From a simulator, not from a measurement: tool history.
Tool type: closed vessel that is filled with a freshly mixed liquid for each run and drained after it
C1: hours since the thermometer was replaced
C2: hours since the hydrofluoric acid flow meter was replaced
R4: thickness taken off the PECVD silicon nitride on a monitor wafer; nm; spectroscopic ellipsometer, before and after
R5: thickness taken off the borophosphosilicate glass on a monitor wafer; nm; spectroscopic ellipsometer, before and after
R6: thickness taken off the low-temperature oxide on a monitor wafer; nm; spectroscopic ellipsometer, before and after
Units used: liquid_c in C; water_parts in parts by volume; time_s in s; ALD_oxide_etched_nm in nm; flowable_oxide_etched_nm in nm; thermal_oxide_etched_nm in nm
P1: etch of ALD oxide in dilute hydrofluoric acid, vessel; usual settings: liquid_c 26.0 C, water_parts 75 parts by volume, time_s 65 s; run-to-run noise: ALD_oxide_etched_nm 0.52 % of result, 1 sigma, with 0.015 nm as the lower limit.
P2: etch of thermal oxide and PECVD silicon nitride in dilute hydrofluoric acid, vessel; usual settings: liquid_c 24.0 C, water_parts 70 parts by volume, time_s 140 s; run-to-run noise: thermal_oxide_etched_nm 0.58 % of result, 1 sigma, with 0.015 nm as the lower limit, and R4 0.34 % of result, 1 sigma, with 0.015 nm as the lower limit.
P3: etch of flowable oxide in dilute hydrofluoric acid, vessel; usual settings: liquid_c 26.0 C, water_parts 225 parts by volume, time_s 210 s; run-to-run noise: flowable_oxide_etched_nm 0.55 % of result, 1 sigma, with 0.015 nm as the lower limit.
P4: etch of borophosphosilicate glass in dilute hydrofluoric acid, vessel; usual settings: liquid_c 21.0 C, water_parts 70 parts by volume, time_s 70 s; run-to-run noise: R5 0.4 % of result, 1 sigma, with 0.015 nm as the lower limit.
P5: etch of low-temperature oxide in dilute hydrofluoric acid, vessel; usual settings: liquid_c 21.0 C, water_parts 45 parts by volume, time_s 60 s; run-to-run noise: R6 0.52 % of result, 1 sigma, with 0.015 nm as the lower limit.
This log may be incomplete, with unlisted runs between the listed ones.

Run 1, hour 9.5: process P1, liquid_c 26.0 C, water_parts 75 parts by volume, time_s 65 s; C1 263.3; C2 609.1. Result: ALD_oxide_etched_nm 9.5550 nm.
Run 2, hour 16.0: process P3, liquid_c 26.0 C, water_parts 45 parts by volume, time_s 210 s; C1 269.8; C2 615.6. Result: flowable_oxide_etched_nm 259.9400 nm.
Run 3, hour 26.5: process P1, liquid_c 26.0 C, water_parts 75 parts by volume, time_s 30 s; C1 280.3; C2 626.1. Result: ALD_oxide_etched_nm 4.4164 nm.
Run 4, hour 37.8: process P3, liquid_c 26.0 C, water_parts 225 parts by volume, time_s 210 s; C1 291.6; C2 637.4. Result: flowable_oxide_etched_nm 41.9820 nm.
Run 5, hour 44.3: process P1, liquid_c 26.0 C, water_parts 135 parts by volume, time_s 65 s; C1 298.1; C2 643.9. Result: ALD_oxide_etched_nm 4.8985 nm.
Run 6, hour 52.5: process P2, liquid_c 24.0 C, water_parts 70 parts by volume, time_s 140 s; C1 306.3; C2 652.1. Result: thermal_oxide_etched_nm 9.9022 nm, R4 6.3016 nm.
At hour 53.9: thermometer replaced.
Run 7, hour 60.5: process P2, liquid_c 24.0 C, water_parts 20 parts by volume, time_s 140 s; C1 6.7; C2 660.1. Result: thermal_oxide_etched_nm 37.2040 nm, R4 21.3250 nm.
Run 8, hour 72.5: process P3, liquid_c 26.0 C, water_parts 225 parts by volume, time_s 210 s; C1 18.7; C2 672.1. Result: flowable_oxide_etched_nm 41.6170 nm.
Run 9, hour 83.7: process P4, liquid_c 21.0 C, water_parts 70 parts by volume, time_s 70 s; C1 29.9; C2 683.3. Result: R5 54.820 nm.
Run 10, hour 94.9: process P1, liquid_c 26.0 C, water_parts 75 parts by volume, time_s 65 s; C1 41.1; C2 694.5. Result: ALD_oxide_etched_nm 9.5649 nm.
Run 11, hour 101.2: process P3, liquid_c 34.0 C, water_parts 225 parts by volume, time_s 210 s; C1 47.4; C2 700.8. Result: flowable_oxide_etched_nm 54.5960 nm.
Run 12, hour 113.1: process P1, liquid_c 20.5 C, water_parts 75 parts by volume, time_s 65 s; C1 59.3; C2 712.7. Result: ALD_oxide_etched_nm 7.6442 nm.
Run 13, hour 122.6: process P1, liquid_c 26.0 C, water_parts 75 parts by volume, time_s 65 s; C1 68.8; C2 722.2. Result: ALD_oxide_etched_nm 9.6633 nm.
Run 14, hour 133.4: process P1, liquid_c 26.0 C, water_parts 75 parts by volume, time_s 65 s; C1 79.6; C2 733.0. Result: ALD_oxide_etched_nm 9.5768 nm.
Run 15, hour 147.5: process P1, liquid_c 26.0 C, water_parts 130 parts by volume, time_s 30 s; C1 93.7; C2 747.1. Result: ALD_oxide_etched_nm 2.3971 nm.
Run 16, hour 157.8: process P5, liquid_c 21.0 C, water_parts 45 parts by volume, time_s 60 s; C1 104.0; C2 757.4. Result: R6 31.012 nm.
Run 17, hour 166.8: process P4, liquid_c 21.0 C, water_parts 70 parts by volume, time_s 30 s; C1 113.0; C2 766.4. Result: R5 23.303 nm.
Run 18, hour 175.1: process P1, liquid_c 26.0 C, water_parts 75 parts by volume, time_s 65 s; C1 121.3; C2 774.7. Result: ALD_oxide_etched_nm 9.5462 nm.
Run 19, hour 183.2: process P2, liquid_c 29.0 C, water_parts 70 parts by volume, time_s 140 s; C1 129.4; C2 782.8. Result: thermal_oxide_etched_nm 12.0610 nm, R4 8.7254 nm.
Run 20, hour 190.5: process P1, liquid_c 26.0 C, water_parts 45 parts by volume, time_s 65 s; C1 136.7; C2 790.1. Result: ALD_oxide_etched_nm 16.6630 nm.
Run 21, hour 200.0: process P1, liquid_c 26.0 C, water_parts 75 parts by volume, time_s 105 s; C1 146.2; C2 799.6. Result: ALD_oxide_etched_nm 15.5410 nm.
Run 22, hour 207.8: process P2, liquid_c 24.0 C, water_parts 70 parts by volume, time_s 35 s; C1 154.0; C2 807.4. Result: thermal_oxide_etched_nm 2.4620 nm, R4 1.5787 nm.
Run 23, hour 216.9: process P5, liquid_c 21.0 C, water_parts 45 parts by volume, time_s 60 s; C1 163.1; C2 816.5. Result: R6 30.741 nm.
Run 24, hour 227.2: process P3, liquid_c 26.0 C, water_parts 225 parts by volume, time_s 45 s; C1 173.4; C2 826.8. Result: flowable_oxide_etched_nm 8.9373 nm.
Run 25, hour 236.6: process P1, liquid_c 26.0 C, water_parts 135 parts by volume, time_s 125 s; C1 182.8; C2 836.2. Result: ALD_oxide_etched_nm 9.4344 nm.
Run 26, hour 250.6: process P4, liquid_c 28.5 C, water_parts 70 parts by volume, time_s 70 s; C1 196.8; C2 850.2. Result: R5 74.056 nm.
Run 27, hour 264.4: process P1, liquid_c 32.0 C, water_parts 75 parts by volume, time_s 65 s; C1 210.6; C2 864.0. Result: ALD_oxide_etched_nm 12.1140 nm.
Run 28, hour 277.6: process P5, liquid_c 21.0 C, water_parts 25 parts by volume, time_s 60 s; C1 223.8; C2 877.2. Result: R6 56.852 nm.
Run 29, hour 290.2: process P4, liquid_c 21.0 C, water_parts 35 parts by volume, time_s 70 s; C1 236.4; C2 889.8. Result: R5 114.600 nm.
Run 30, hour 301.4: process P1, liquid_c 26.0 C, water_parts 75 parts by volume, time_s 65 s; C1 247.6; C2 901.0. Result: ALD_oxide_etched_nm 9.5268 nm.
Run 31, hour 307.6: process P5, liquid_c 21.0 C, water_parts 45 parts by volume, time_s 30 s; C1 253.8; C2 907.2. Result: R6 15.480 nm.
Run 32, hour 314.9: process P1, liquid_c 26.0 C, water_parts 105 parts by volume, time_s 30 s; C1 261.1; C2 914.5. Result: ALD_oxide_etched_nm 3.0410 nm.
Run 33, hour 326.9: process P5, liquid_c 17.0 C, water_parts 45 parts by volume, time_s 60 s; C1 273.1; C2 926.5. Result: R6 25.930 nm.
Run 34, hour 340.6: process P2, liquid_c 24.0 C, water_parts 70 parts by volume, time_s 140 s; C1 286.8; C2 940.2. Result: thermal_oxide_etched_nm 9.9509 nm, R4 6.3065 nm.
Run 35, hour 348.6: process P1, liquid_c 26.0 C, water_parts 75 parts by volume, time_s 65 s; C1 294.8; C2 948.2. Result: ALD_oxide_etched_nm 9.5656 nm.
Run 36, hour 356.0: process P1, liquid_c 26.0 C, water_parts 75 parts by volume, time_s 65 s; C1 302.2; C2 955.6. Result: ALD_oxide_etched_nm 9.3242 nm.
Run 37, hour 363.3: process P1, liquid_c 26.0 C, water_parts 75 parts by volume, time_s 65 s; C1 309.5; C2 962.9. Result: ALD_oxide_etched_nm 9.0535 nm.
Run 38, hour 376.1: process P1, liquid_c 26.0 C, water_parts 75 parts by volume, time_s 65 s; C1 322.3; C2 975.7. Result: ALD_oxide_etched_nm 8.9017 nm.
Run 39, hour 388.5: process P1, liquid_c 26.0 C, water_parts 75 parts by volume, time_s 65 s; C1 334.7; C2 988.1. Result: ALD_oxide_etched_nm 8.8367 nm.
Run 40, hour 401.4: process P1, liquid_c 26.0 C, water_parts 75 parts by volume, time_s 65 s; C1 347.6; C2 1001.0. Result: ALD_oxide_etched_nm 8.8759 nm.
Run 41, hour 412.9: process P1, liquid_c 26.0 C, water_parts 75 parts by volume, time_s 65 s; C1 359.1; C2 1012.5. Result: ALD_oxide_etched_nm 8.7674 nm.

What P1 gives has crept away from where it was. These 2 causes fit the log equally well, each at the size given:
A: hydrofluoric acid flow below the setpoint (%) = 7.36
B: liquid colder than its thermometer reads (K) = 2.11
Onset of the creep was near hour 348.6.

Consider the 4 single-wafer check runs listed below, results given as question marks: which one distinguishes between the causes by giving clearly different results for each?
Run check 1, hour 424.4: process P4, liquid_c 28.0 C, water_parts 70 parts by volume, time_s 70 s. Result: R5 ?.
Run check 2, hour 424.4: process P2, liquid_c 24.0 C, water_parts 35 parts by volume, time_s 70 s. Result: thermal_oxide_etched_nm ?, R4 ?.
Run check 3, hour 424.4: process P5, liquid_c 17.0 C, water_parts 45 parts by volume, time_s 30 s. Result: R6 ?.
Run check 4, hour 424.4: process P3, liquid_c 33.0 C, water_parts 55 parts by volume, time_s 210 s. Result: flowable_oxide_etched_nm ?.

How each check would come out, cause by cause:
  check                    result      if A      if B
check 1                        R5    66.648    66.707
check 2   thermal_oxide_etched_nm    9.5787    9.4982
check 2                        R4    5.7814    5.3895
check 3                        R6    11.994    11.848
check 4  flowable_oxide_etched_nm  253.6700  254.3000
Per-check spread between the two closest causes, in the result where they differ most: check 1 0.09 %; check 2 7.02 %; check 3 1.23 %; check 4 0.25 %
The causes can be told apart only by check 2. The other checks would give nearly the same results under each of them.

Check 2 was carried out, with these results: thermal_oxide_etched_nm 9.4502 nm; R4 5.4209 nm. Which of the listed causes is responsible?

It is B: liquid colder than its thermometer reads (K).
